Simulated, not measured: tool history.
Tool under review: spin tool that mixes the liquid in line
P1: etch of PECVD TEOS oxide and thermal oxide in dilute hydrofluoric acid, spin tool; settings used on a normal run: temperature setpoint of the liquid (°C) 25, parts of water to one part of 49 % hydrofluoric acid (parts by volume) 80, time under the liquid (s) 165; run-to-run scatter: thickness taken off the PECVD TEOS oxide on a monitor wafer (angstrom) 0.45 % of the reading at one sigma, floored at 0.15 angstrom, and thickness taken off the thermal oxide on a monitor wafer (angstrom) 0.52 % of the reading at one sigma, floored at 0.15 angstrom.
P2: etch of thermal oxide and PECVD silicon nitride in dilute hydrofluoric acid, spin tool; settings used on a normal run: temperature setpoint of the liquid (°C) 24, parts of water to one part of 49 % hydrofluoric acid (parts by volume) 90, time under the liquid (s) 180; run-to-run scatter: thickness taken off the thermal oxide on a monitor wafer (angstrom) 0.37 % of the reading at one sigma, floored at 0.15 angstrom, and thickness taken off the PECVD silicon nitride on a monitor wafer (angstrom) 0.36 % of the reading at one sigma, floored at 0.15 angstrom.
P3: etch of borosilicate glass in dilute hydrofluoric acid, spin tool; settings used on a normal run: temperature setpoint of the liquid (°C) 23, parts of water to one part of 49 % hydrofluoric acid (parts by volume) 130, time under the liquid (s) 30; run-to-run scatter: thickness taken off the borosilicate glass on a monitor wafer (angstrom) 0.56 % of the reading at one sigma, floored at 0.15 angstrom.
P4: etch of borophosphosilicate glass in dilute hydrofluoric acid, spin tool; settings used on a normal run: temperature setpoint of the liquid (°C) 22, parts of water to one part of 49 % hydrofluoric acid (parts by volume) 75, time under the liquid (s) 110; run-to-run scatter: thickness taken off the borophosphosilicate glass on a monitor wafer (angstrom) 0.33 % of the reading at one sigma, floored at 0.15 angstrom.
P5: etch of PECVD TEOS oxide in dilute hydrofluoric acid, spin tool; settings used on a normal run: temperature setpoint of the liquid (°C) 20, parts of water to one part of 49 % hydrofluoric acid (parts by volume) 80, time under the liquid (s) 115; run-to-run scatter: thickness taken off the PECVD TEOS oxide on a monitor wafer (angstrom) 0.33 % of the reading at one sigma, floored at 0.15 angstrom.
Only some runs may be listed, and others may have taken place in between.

| run | hour | process that ran | temperature setpoint of the liquid (°C) | parts of water to one part of 49 % hydrofluoric acid (parts by volume) | time under the liquid (s) | thickness taken off the PECVD TEOS oxide on a monitor wafer (angstrom) | thickness taken off the thermal oxide on a monitor wafer (angstrom) | thickness taken off the borosilicate glass on a monitor wafer (angstrom) | thickness taken off the borophosphosilicate glass on a monitor wafer (angstrom) | thickness taken off the PECVD silicon nitride on a monitor wafer (angstrom) |
|---|---|---|---|---|---|---|---|---|---|---|
| 1 | 2.6 | P1 | 25 | 80 | 165 | 323.65 | 105.49 |  |  |  |
| 2 | 7.3 | P3 | 23 | 185 | 30 |  |  | 52.671 |  |  |
| 3 | 12.1 | P1 | 32 | 80 | 165 | 421.55 | 139.32 |  |  |  |
| 4 | 14.4 | P1 | 25 | 80 | 165 | 327.59 | 105.03 |  |  |  |
| 5 | 18.2 | P4 | 22 | 75 | 110 |  |  |  | 415.01 |  |
| 6 | 20.9 | P1 | 25 | 80 | 165 | 322.32 | 104.7 |  |  |  |
| 7 | 25 | P1 | 32.5 | 50 | 165 | 724.65 | 234.38 |  |  |  |
| 8 | 28.2 | P2 | 24 | 125 | 180 |  | 69.765 |  |  | 74.788 |
| 9 | 31.4 | P2 | 24 | 90 | 180 |  | 101.77 |  |  | 103.56 |
| 10 | 34 | P1 | 25 | 80 | 165 | 322.19 | 106.08 |  |  |  |
| 11 | 38.8 | P4 | 17 | 75 | 110 |  |  |  | 338.76 |  |
| 12 | 42.3 | P3 | 23 | 130 | 30 |  |  | 81.055 |  |  |
| 13 | 47.1 | P1 | 25 | 110 | 165 | 227.98 | 74.085 |  |  |  |
| 14 | 49.8 | P1 | 25 | 80 | 325 | 640.22 | 207.49 |  |  |  |
| 15 | 53.1 | P1 | 25 | 80 | 165 | 324.89 | 105.71 |  |  |  |
| 16 | 55.7 | P1 | 25 | 80 | 165 | 322.23 | 105.07 |  |  |  |
| 17 | 58.5 | P1 | 25 | 80 | 90 | 177.11 | 57.156 |  |  |  |
| 18 | 61.3 | P1 | 21 | 80 | 165 | 275.68 | 90.501 |  |  |  |
| 19 | 63.7 | P4 | 22 | 30 | 110 |  |  |  | 1101.1 |  |
| 20 | 67.1 | P3 | 23 | 130 | 15 |  |  | 40.166 |  |  |
| 21 | 69.5 | P5 | 20 | 20 | 115 | 1522.4 |  |  |  |  |
| 22 | 71.8 | P5 | 20 | 80 | 15 | 45.941 |  |  |  |  |
| 23 | 76.6 | P2 | 24 | 90 | 305 |  | 172.03 |  |  | 174.82 |
| 24 | 80.7 | P5 | 20 | 80 | 115 | 351.91 |  |  |  |  |
| 25 | 83.3 | P2 | 28.5 | 90 | 180 |  | 120.48 |  |  | 139.42 |
| 26 | 88.2 | P3 | 30 | 130 | 30 |  |  | 104.76 |  |  |
| 27 | 93.1 | P3 | 23 | 130 | 30 |  |  | 79.944 |  |  |
| 28 | 97 | P1 | 21 | 80 | 320 | 533.39 | 172.53 |  |  |  |
| 29 | 100.1 | P5 | 28 | 80 | 115 | 487.79 |  |  |  |  |
| 30 | 104.6 | P4 | 22 | 75 | 160 |  |  |  | 604.29 |  |
| 31 | 107.4 | P1 | 25 | 80 | 165 | 323.7 | 105.84 |  |  |  |
| 32 | 110 | P1 | 25 | 35 | 165 | 786.91 | 254.37 |  |  |  |
| 33 | 113.9 | P1 | 25 | 80 | 165 | 325.58 | 106.75 |  |  |  |
| 34 | 117 | P1 | 25 | 80 | 165 | 333.78 | 108.31 |  |  |  |
| 35 | 121.1 | P1 | 25 | 80 | 165 | 338.79 | 110.5 |  |  |  |
| 36 | 125 | P1 | 25 | 80 | 165 | 343.09 | 111.34 |  |  |  |
| 37 | 127.9 | P1 | 25 | 80 | 165 | 341.68 | 113.19 |  |  |  |
| 38 | 131.8 | P1 | 25 | 80 | 165 | 348.1 | 113.18 |  |  |  |
| 39 | 134.9 | P1 | 25 | 80 | 165 | 349.85 | 114.34 |  |  |  |
| 40 | 137.8 | P1 | 25 | 80 | 165 | 347.3 | 112.98 |  |  |  |

Compared with where it was, what P1 gives has crept away. Each cause listed below fits the log as well as the rest, at the size given for it:
A: liquid hotter than its thermometer reads (K) = 1.68
B: hydrofluoric acid flow above the setpoint (%) = 6.22
The process output started creeping at around hour 113.9.

Which of the 4 check runs listed below separates the causes, so that each cause would produce a clearly different result? Each run uses one wafer, and its results are marked with question marks.
| check 1 | 140.7 | P2 | 24 | 90 | 180 |  | ? |  |  | ? |
| check 2 | 140.7 | P5 | 20 | 80 | 115 | ? |  |  |  |  |
| check 3 | 140.7 | P4 | 22 | 75 | 110 |  |  |  | ? |  |
| check 4 | 140.7 | P3 | 23 | 130 | 30 |  |  | ? |  |  |

What every check run would give for each of its results, assuming each possible cause in turn:
| check | result | if A | if B |
|---|---|---|---|
| check 1 | thickness taken off the thermal oxide on a monitor wafer (angstrom) | 108.02 | 108.06 |
| check 1 | thickness taken off the PECVD silicon nitride on a monitor wafer (angstrom) | 115.92 | 110.16 |
| check 2 | thickness taken off the PECVD TEOS oxide on a monitor wafer (angstrom) | 378.86 | 377.45 |
| check 3 | thickness taken off the borophosphosilicate glass on a monitor wafer (angstrom) | 446.82 | 445.57 |
| check 4 | thickness taken off the borosilicate glass on a monitor wafer (angstrom) | 85.522 | 85.854 |
Per-check spread between the two closest causes, in the result where they differ most: check 1 5.1 %; check 2 0.37 %; check 3 0.28 %; check 4 0.39 %
Of the check runs offered, only check 1 discriminates between the causes; the rest would read about the same regardless of which cause applies.

Running check 1 produced the following: thickness taken off the thermal oxide on a monitor wafer (angstrom) 107.93; thickness taken off the PECVD silicon nitride on a monitor wafer (angstrom) 109.69. Which one of the listed causes fits?

The cause is B: hydrofluoric acid flow above the setpoint (%).

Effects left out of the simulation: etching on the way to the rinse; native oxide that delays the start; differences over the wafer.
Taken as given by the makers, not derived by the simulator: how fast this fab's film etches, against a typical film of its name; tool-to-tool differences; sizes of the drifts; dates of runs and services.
